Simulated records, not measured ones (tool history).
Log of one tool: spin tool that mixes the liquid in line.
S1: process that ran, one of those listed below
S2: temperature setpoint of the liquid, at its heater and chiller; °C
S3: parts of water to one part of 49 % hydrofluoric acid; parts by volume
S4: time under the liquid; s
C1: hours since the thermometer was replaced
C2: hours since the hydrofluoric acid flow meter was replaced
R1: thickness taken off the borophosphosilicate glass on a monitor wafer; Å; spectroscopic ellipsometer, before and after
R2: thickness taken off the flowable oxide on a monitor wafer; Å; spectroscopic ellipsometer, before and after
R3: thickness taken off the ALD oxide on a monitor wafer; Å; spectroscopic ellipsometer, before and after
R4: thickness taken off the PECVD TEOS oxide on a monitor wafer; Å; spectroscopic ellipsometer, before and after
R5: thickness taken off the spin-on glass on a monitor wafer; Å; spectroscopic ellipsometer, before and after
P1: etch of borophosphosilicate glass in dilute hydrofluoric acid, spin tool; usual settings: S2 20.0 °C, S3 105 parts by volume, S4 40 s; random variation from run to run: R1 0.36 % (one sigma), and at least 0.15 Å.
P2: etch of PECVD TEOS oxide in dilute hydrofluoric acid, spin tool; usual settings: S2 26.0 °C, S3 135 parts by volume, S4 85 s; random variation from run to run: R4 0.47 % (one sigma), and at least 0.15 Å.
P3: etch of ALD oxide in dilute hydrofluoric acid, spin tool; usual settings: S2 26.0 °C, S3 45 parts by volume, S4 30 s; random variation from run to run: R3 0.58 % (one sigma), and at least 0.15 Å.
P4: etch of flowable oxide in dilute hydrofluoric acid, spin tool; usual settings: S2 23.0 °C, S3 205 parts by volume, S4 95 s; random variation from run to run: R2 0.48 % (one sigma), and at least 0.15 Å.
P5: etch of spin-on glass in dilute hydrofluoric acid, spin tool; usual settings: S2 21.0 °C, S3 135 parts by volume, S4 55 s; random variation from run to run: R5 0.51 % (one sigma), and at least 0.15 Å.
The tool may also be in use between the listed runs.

run	hour	S1	S2	S3	S4	C1	C2	R1	R2	R3	R4	R5
1	4.2	P1	20.0	105	40	476.3	1557.4	160.270				
2	11.3	P1	25.0	185	40	483.4	1564.5	101.480				
3	17.6	P4	23.0	205	95	489.7	1570.8		120.890			
4	21.2	P3	26.0	45	30	493.3	1574.4			75.789		
# hour 23.3: thermometer replaced
5	26.8	P3	26.0	65	30	3.6	1580.0			50.543		
6	33.8	P1	17.0	105	15	10.6	1587.0	53.159				
7	38.2	P4	23.0	370	95	15.0	1591.4		57.226			
8	44.2	P1	26.0	105	40	21.0	1597.4	205.470				
9	50.8	P1	20.0	145	40	27.6	1604.0	111.010				
10	57.4	P1	20.0	105	40	34.2	1610.6	160.560				
11	64.3	P1	20.0	105	40	41.1	1617.5	160.590				
12	71.2	P4	23.0	205	95	48.0	1624.4		121.120			
13	74.8	P1	20.0	45	40	51.6	1628.0	403.220				
14	81.8	P1	20.0	105	40	58.6	1635.0	160.900				
15	88.0	P2	19.5	135	85	64.8	1641.2				144.59	
16	95.3	P2	26.0	135	85	72.1	1648.5				185.83	
17	100.8	P5	21.0	45	55	77.6	1654.0					235.660
18	107.6	P1	20.0	105	15	84.4	1660.8	60.308				
19	111.4	P2	26.0	20	85	88.2	1664.6				1470.60	
20	119.1	P2	26.0	135	170	95.9	1672.3				369.77	
21	124.0	P1	17.0	105	40	100.8	1677.2	141.610				
22	130.6	P3	26.0	45	55	107.4	1683.8			137.330		
23	135.4	P3	33.0	45	30	112.2	1688.6			100.680		
24	140.6	P5	21.0	135	15	117.4	1693.8					19.300
25	145.9	P4	23.0	205	25	122.7	1699.1		31.778			
26	151.2	P4	27.0	205	95	128.0	1704.4		140.700			
27	156.9	P1	20.0	105	40	133.7	1710.1	161.480				
28	161.1	P1	20.0	105	60	137.9	1714.3	241.590				
29	166.1	P5	21.0	135	55	142.9	1719.3					70.548
30	172.2	P3	26.0	45	30	149.0	1725.4			75.046		
31	175.9	P5	27.5	135	55	152.7	1729.1					89.546
32	180.2	P1	20.0	105	40	157.0	1733.4	160.950				
33	184.0	P1	20.0	105	40	160.8	1737.2	157.830				
34	190.5	P1	20.0	105	40	167.3	1743.7	155.850				
35	198.3	P1	20.0	105	40	175.1	1751.5	152.580				
36	202.6	P1	20.0	105	40	179.4	1755.8	151.700				
37	209.1	P1	20.0	105	40	185.9	1762.3	150.560				
38	216.6	P1	20.0	105	40	193.4	1769.8	150.330				
39	222.6	P1	20.0	105	40	199.4	1775.8	149.890				
40	229.8	P1	20.0	105	40	206.6	1783.0	148.910				
41	235.7	P1	20.0	105	40	212.5	1788.9	149.360				
42	243.1	P1	20.0	105	40	219.9	1796.3	149.280				

What P1 gives has crept away from where it was. These 2 causes fit the log equally well, each at the size given:
A: hydrofluoric acid flow below the setpoint (%) = 6.48
B: liquid colder than its thermometer reads (K) = 1.82
The creep began at about hour 180.2.

4 check runs are offered, each on 2 wafers whose results are averaged, their results left as question marks. Which one tells the causes apart?
check 1	250.5	P2	21.0	135	160						?	
check 2	250.5	P5	24.5	135	20							?
check 3	250.5	P3	32.5	60	30					?		
check 4	250.5	P4	26.5	355	95				?			

What each check would give under each cause:
check	result	if A	if B
check 1	R4	267.35	268.43
check 2	R5	27.131	27.330
check 3	R3	66.420	66.678
check 4	R2	61.937	63.871
How far apart the two closest causes lie, in the result that separates them most: check 1 0.4 %; check 2 0.73 %; check 3 0.39 %; check 4 3.07 %
Only check 4 tells the causes apart: in the others they would give nearly the same result.

Then check 4 was run and gave: R2 63.892 Å. Which cause is it?

It is B: liquid colder than its thermometer reads (K).
